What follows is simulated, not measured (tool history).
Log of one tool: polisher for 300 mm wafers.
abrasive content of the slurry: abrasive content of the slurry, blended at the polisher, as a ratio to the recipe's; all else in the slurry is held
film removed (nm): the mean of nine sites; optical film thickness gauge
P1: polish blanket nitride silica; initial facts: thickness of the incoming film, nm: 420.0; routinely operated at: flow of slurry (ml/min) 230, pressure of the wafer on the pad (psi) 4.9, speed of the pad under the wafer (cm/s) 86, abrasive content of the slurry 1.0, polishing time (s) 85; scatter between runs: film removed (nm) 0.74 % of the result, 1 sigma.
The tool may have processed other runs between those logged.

run	hour	flow of slurry (ml/min)	pressure of the wafer on the pad (psi)	speed of the pad under the wafer (cm/s)	abrasive content of the slurry	polishing time (s)	wafers polished on this pad	hours since the slurry nozzle was cleaned	hours since the head pressure was calibrated	hours since the slurry blender was calibrated	hours since the conditioning disc was replaced	film removed (nm)
1	10.2	230	4.9	86	1.0	85	527	224.2	486.1	64.3	30.2	57.977
2	25.8	230	4.9	86	1.0	85	719	239.8	501.7	79.9	45.8	58.307
3	36.1	230	4.9	38	1.0	85	846	250.1	512.0	90.2	56.1	30.274
4	53.9	230	4.9	112	1.0	85	1066	267.9	529.8	108.0	73.9	72.331
5	64.7	230	4.9	86	1.5	85	1199	278.7	540.6	118.8	84.7	69.468
6	81.2	230	4.9	86	0.5	85	1402	295.2	557.1	135.3	101.2	39.781
7	98.5	230	4.9	86	1.0	38	1616	312.5	574.4	152.6	118.5	26.284
8	109.0	320	4.9	86	1.0	85	1745	323.0	584.9	163.1	129.0	60.107
9	126.6	230	4.9	86	1.0	85	1962	340.6	602.5	180.7	146.6	58.731
10	142.6	230	4.9	86	1.0	130	2160	356.6	618.5	196.7	162.6	89.247
11	157.7	230	3.4	86	1.0	50	2346	371.7	633.6	211.8	177.7	23.943
12	167.3	165	4.9	86	1.0	85	2464	381.3	643.2	221.4	187.3	56.049
# hour 174.6: slurry blender recalibrated
13	182.3	230	4.9	86	1.0	85	2649	396.3	658.2	7.7	202.3	58.827
14	200.7	230	2.8	86	1.0	85	2876	414.7	676.6	26.1	220.7	33.413
15	216.2	230	7.6	86	1.0	85	3067	430.2	692.1	41.6	236.2	90.247
16	228.1	230	4.9	86	1.0	85	3214	442.1	704.0	53.5	248.1	58.811
17	240.4	230	4.9	86	1.0	85	3366	454.4	716.3	65.8	260.4	57.140
18	249.3	230	4.9	86	1.0	85	3476	463.3	725.2	74.7	269.3	55.813
19	261.9	230	4.9	86	1.0	85	3631	475.9	737.8	87.3	281.9	55.022
# hour 272.0: slurry nozzle cleaned
20	272.2	230	4.9	86	1.0	85	3758	0.3	748.1	97.6	292.2	54.048
# hour 283.6: head pressure recalibrated
21	285.8	230	4.9	86	1.0	85	3926	13.9	2.2	111.2	305.8	53.562
22	295.6	230	4.9	86	1.0	85	4047	23.7	12.0	121.0	315.6	53.605
# hour 297.3: conditioning disc replaced and pad reconditioned
23	309.3	230	4.9	86	1.0	85	4216	37.4	25.7	134.7	12.0	54.208
24	323.8	230	4.9	86	1.0	85	4395	51.9	40.2	149.2	26.5	53.530

What P1 gives has crept off from where it sat before. The 2 causes that follow fit the log equally well, each at the size noted:
A: abrasive missing from the slurry, % = 15.2
B: removal rate lost through wear of the pad, % = 7.54
The drift started at roughly hour 228.1.
The rest of the possible causes, and what rules out each one:
slurry flow missing at the pad, %: serviced at hour 272.0, which brought nothing back
head's pressure below its setpoint, %: serviced at hour 283.6, which brought nothing back
time polished since the conditioner stopped cutting, s: serviced at hour 297.3, which brought nothing back

Which of the 4 check runs listed below, each an average over 5 wafers with its results shown as question marks, gives clearly different results under the different listed causes?
check 1	338.3	230	4.9	50	0.55	85						?
check 2	338.3	230	4.9	104	1.00	109						?
check 3	338.3	230	4.9	50	1.00	38						?
check 4	338.3	230	6.3	40	1.00	85						?

Predicted outcomes, by check and by cause:
check	result	if A	if B
check 1	film removed (nm)	24.874	25.482
check 2	film removed (nm)	80.546	80.541
check 3	film removed (nm)	15.630	15.629
check 4	film removed (nm)	37.601	37.599
Per check, the gap between the least separated pair of causes, taken in the result that splits them most: check 1 2.41 %; check 2 0.01 %; check 3 0.01 %; check 4 0.01 %
The other checks would show nearly matching results whichever cause is true, so check 1 is the only one that separates the causes.

Here is what check 1 returned: film removed (nm) 25.682. Which cause is it?

It was cause B: removal rate lost through wear of the pad, %.
